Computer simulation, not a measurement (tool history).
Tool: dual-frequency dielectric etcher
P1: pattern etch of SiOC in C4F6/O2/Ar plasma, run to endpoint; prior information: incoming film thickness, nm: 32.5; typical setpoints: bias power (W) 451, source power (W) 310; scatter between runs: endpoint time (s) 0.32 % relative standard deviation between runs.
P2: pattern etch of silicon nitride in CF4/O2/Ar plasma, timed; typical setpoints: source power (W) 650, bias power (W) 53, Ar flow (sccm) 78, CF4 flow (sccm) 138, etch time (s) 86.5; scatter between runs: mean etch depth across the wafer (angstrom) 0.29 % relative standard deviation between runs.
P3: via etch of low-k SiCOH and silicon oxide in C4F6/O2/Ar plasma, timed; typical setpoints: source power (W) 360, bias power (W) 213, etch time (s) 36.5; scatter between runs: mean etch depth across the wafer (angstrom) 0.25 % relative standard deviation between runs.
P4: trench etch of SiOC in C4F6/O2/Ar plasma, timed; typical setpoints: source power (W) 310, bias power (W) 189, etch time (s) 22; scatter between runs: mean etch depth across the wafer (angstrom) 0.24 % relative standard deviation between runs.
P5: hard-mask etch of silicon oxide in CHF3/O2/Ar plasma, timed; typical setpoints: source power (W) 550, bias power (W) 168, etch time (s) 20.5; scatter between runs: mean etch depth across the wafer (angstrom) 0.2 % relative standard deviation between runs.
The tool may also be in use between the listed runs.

| run | hour | process that ran | bias power (W) | source power (W) | etch time (s) | Ar flow (sccm) | CF4 flow (sccm) | hours since the last wet clean | hours since the last bias power generator calibration | hours since the last source power generator calibration | endpoint time (s) | mean etch depth across the wafer (angstrom) |
|---|---|---|---|---|---|---|---|---|---|---|---|---|
| 1 | 4.8 | P1 | 451 | 310 |  |  |  | 298.8 | 858.7 | 2637.5 | 12.414 |  |
| 2 | 7.8 | P1 | 451 | 310 |  |  |  | 301.8 | 861.7 | 2640.5 | 12.375 |  |
| 3 | 12.8 | P5 | 168 | 550 | 20.5 |  |  | 306.8 | 866.7 | 2645.5 |  | 367.58 |
| 4 | 17.6 | P1 | 451 | 310 |  |  |  | 311.6 | 871.5 | 2650.3 | 12.37 |  |
| 5 | 21.3 | P3 | 285 | 360 | 36.5 |  |  | 315.3 | 875.2 | 2654 |  | 1069.8 |
| 6 | 23.8 | P5 | 209 | 550 | 20.5 |  |  | 317.8 | 877.7 | 2656.5 |  | 394.88 |
| 7 | 27.6 | P1 | 355 | 310 |  |  |  | 321.6 | 881.5 | 2660.3 | 13.542 |  |
| 8 | 30.5 | P2 | 53 | 650 | 86.5 | 78 | 182 | 324.5 | 884.4 | 2663.2 |  | 2311.3 |
| 9 | 35.5 | P1 | 451 | 440 |  |  |  | 329.5 | 889.4 | 2668.2 | 10.853 |  |
| 10 | 40.2 | P3 | 213 | 360 | 36.5 |  |  | 334.2 | 894.1 | 2672.9 |  | 969.91 |
| 11 | 44 | P1 | 303 | 380 |  |  |  | 338 | 897.9 | 2676.7 | 13.319 |  |
| 12 | 48.8 | P2 | 53 | 650 | 86.5 | 78 | 138 | 342.8 | 902.7 | 2681.5 |  | 2267 |
| 13 | 54.1 | P4 | 189 | 420 | 22 |  |  | 348.1 | 908 | 2686.8 |  | 462.3 |
| 14 | 59.7 | P2 | 53 | 650 | 86.5 | 109 | 138 | 353.7 | 913.6 | 2692.4 |  | 2170.7 |
| 15 | 65.2 | P5 | 168 | 550 | 20.5 |  |  | 359.2 | 919.1 | 2697.9 |  | 366.77 |
| 16 | 67.9 | P5 | 168 | 720 | 20.5 |  |  | 361.9 | 921.8 | 2700.6 |  | 406.39 |
| 17 | 71.1 | P1 | 451 | 250 |  |  |  | 365.1 | 925 | 2703.8 | 13.49 |  |
| 18 | 74 | P5 | 168 | 550 | 30.5 |  |  | 368 | 927.9 | 2706.7 |  | 547.48 |
| 19 | 77.9 | P1 | 451 | 310 |  |  |  | 371.9 | 931.8 | 2710.6 | 12.299 |  |
| 20 | 81.3 | P4 | 189 | 310 | 27 |  |  | 375.3 | 935.2 | 2714 |  | 504.17 |
| 21 | 84 | P4 | 117 | 310 | 22 |  |  | 378 | 937.9 | 2716.7 |  | 354.58 |
| 22 | 88.5 | P3 | 213 | 220 | 36.5 |  |  | 382.5 | 942.4 | 2721.2 |  | 805.85 |
| 23 | 93 | P2 | 53 | 650 | 86.5 | 78 | 138 | 387 | 946.9 | 2725.7 |  | 2261.5 |
| 24 | 98.4 | P1 | 592 | 310 |  |  |  | 392.4 | 952.3 | 2731.1 | 11.137 |  |
| 25 | 102.4 | P3 | 213 | 360 | 36.5 |  |  | 396.4 | 956.3 | 2735.1 |  | 962.7 |
| 26 | 106.2 | P4 | 189 | 310 | 22 |  |  | 400.2 | 960.1 | 2738.9 |  | 410.06 |
| 27 | 111.6 | P2 | 53 | 870 | 86.5 | 78 | 138 | 405.6 | 965.5 | 2744.3 |  | 2910.9 |
| 28 | 114.8 | P1 | 451 | 310 |  |  |  | 408.8 | 968.7 | 2747.5 | 12.38 |  |
| 29 | 118.6 | P3 | 213 | 360 | 23 |  |  | 412.6 | 972.5 | 2751.3 |  | 607.93 |
|  | 122.8 | wet clean of the chamber |
| 30 | 124 | P2 | 53 | 650 | 118 | 78 | 138 | 1.3 | 977.9 | 2756.7 |  | 3065.1 |
| 31 | 129.6 | P2 | 40 | 650 | 86.5 | 78 | 138 | 6.9 | 983.5 | 2762.3 |  | 2044.8 |
| 32 | 135.1 | P1 | 451 | 310 |  |  |  | 12.4 | 989 | 2767.8 | 12.354 |  |

The next listed run, before its measurement:
| 33 | 139.3 | P1 | 451 | 310 |  |  |  | 16.6 | 993.2 | 2772 | ? |  |

Run 33 came out at endpoint time (s) 12.362.
